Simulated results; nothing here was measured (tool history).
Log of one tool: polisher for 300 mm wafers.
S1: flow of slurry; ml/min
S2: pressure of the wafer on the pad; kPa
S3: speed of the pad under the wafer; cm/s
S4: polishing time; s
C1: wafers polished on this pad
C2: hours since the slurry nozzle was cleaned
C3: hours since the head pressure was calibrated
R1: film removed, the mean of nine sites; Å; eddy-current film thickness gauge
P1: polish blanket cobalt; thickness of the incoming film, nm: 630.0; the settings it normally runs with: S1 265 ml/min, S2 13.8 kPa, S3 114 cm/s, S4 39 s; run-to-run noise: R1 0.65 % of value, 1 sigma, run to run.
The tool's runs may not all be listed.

run	hour	S1	S2	S3	S4	C1	C2	C3	R1
1	16.1	265	13.8	114	39	480	148.0	493.5	2196.60
2	27.5	265	13.8	114	18	565	159.4	504.9	1008.00
3	43.6	425	13.8	114	39	685	175.5	521.0	2270.80
4	55.5	265	13.8	114	39	773	187.4	532.9	2194.10
5	68.1	265	7.6	114	39	867	200.0	545.5	1187.10
6	75.1	265	13.8	52	39	919	207.0	552.5	987.65
7	90.7	160	13.8	114	56	1036	222.6	568.1	2923.30
8	102.7	265	13.8	114	39	1125	234.6	580.1	2218.50
9	116.0	265	13.8	114	55	1224	247.9	593.4	3061.50
10	131.1	265	13.8	114	39	1337	263.0	608.5	2179.50
11	141.3	265	13.8	158	39	1413	273.2	618.7	3031.90
12	151.8	265	13.8	114	39	1491	283.7	629.2	2186.40
13	167.6	160	13.8	114	39	1609	299.5	645.0	2055.00
14	183.7	265	13.8	114	39	1728	315.6	661.1	2176.90
15	193.5	265	20.7	114	39	1801	325.4	670.9	3240.10
16	202.2	265	13.8	114	39	1866	334.1	679.6	2201.70

Run 17 is up next; what results do you expect?
17	216.8	265	13.8	114	39	1975	348.7	694.2	?

{"run 17": {"R1": 2151.8}}

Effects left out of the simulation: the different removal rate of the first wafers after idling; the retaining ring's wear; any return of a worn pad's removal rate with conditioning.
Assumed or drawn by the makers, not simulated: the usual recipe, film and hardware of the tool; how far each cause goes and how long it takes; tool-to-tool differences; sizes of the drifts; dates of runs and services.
